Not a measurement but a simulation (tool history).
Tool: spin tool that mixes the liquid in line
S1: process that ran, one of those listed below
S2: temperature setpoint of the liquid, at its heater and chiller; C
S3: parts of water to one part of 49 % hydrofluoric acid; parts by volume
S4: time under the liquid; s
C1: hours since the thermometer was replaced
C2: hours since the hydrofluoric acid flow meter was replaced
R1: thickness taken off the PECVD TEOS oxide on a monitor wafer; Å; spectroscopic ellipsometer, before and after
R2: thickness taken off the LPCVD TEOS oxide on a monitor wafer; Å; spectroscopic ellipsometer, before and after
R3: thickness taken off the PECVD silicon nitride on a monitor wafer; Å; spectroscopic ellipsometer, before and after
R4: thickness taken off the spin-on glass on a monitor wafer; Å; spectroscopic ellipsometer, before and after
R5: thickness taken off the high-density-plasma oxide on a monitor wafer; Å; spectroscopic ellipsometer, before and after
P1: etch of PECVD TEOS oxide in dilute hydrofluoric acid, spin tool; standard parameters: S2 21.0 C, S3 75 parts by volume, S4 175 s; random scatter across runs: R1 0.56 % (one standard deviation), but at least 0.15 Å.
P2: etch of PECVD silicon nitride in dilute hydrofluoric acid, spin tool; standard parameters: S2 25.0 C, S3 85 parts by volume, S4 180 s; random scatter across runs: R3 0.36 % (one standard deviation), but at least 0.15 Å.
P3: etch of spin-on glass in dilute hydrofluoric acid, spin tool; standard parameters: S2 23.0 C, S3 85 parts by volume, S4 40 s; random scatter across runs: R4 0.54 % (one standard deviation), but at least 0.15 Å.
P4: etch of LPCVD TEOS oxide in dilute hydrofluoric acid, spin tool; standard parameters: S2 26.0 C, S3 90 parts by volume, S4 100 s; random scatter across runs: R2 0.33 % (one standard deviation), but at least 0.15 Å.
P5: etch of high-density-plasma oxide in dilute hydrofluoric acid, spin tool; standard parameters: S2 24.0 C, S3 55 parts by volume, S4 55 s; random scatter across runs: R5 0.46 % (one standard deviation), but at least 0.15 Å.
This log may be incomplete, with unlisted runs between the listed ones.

run,day,S1,S2,S3,S4,C1,C2,R1,R2,R3,R4,R5
1,0.192,P1,21.0,75,175,217.3,64.7,315.54,,,,
2,0.358,P1,21.0,135,175,221.3,68.7,164.24,,,,
3,0.638,P4,26.0,90,100,228.0,75.4,,419.77,,,
4,0.917,P1,21.0,75,90,234.7,82.1,162.73,,,,
5,1.254,P2,25.0,50,180,242.8,90.2,,,97.2870,,
6,1.483,P3,23.0,85,40,248.3,95.7,,,,174.690,
7,1.692,P1,21.0,75,325,253.3,100.7,588.22,,,,
8,2.038,P3,17.0,85,40,261.6,109.0,,,,136.740,
9,2.304,P2,25.0,85,180,268.0,115.4,,,57.9870,,
10,2.562,P1,21.0,20,175,274.2,121.6,1271.90,,,,
11,2.775,P1,21.0,75,175,279.3,126.7,313.81,,,,
12,3.079,P1,21.0,75,175,286.6,134.0,314.69,,,,
13,3.379,P1,17.5,75,175,293.8,141.2,272.68,,,,
14,3.667,P1,21.0,75,175,300.7,148.1,317.07,,,,
15,3.838,P1,21.0,75,175,304.8,152.2,314.47,,,,
16,4.175,P3,23.0,150,40,312.9,160.3,,,,92.904,
17,4.450,P1,21.0,35,70,319.5,166.9,285.98,,,,
18,4.796,P1,27.0,75,175,327.8,175.2,406.28,,,,
19,5.117,P2,25.0,85,15,335.5,182.9,,,4.9036,,
20,5.371,P4,26.0,155,100,341.6,189.0,,225.33,,,
21,5.675,P4,20.0,90,100,348.9,196.3,,330.26,,,
22,5.854,P5,24.0,95,55,353.2,200.6,,,,,30.455
# day 5.892: thermometer replaced
23,6.154,P4,26.0,90,100,6.4,207.8,,422.52,,,
24,6.408,P5,24.0,55,15,12.5,213.9,,,,,15.123
25,6.583,P5,32.0,55,55,16.7,218.1,,,,,75.659
26,6.738,P2,33.0,85,180,20.4,221.8,,,96.5300,,
27,7.025,P3,23.0,85,70,27.3,228.7,,,,307.450,
28,7.242,P5,24.0,55,55,32.5,233.9,,,,,55.370

Expected results for the next run?
29,7.408,P4,26.0,90,55,36.5,237.9,,?,,,

R2: 230.48 Å
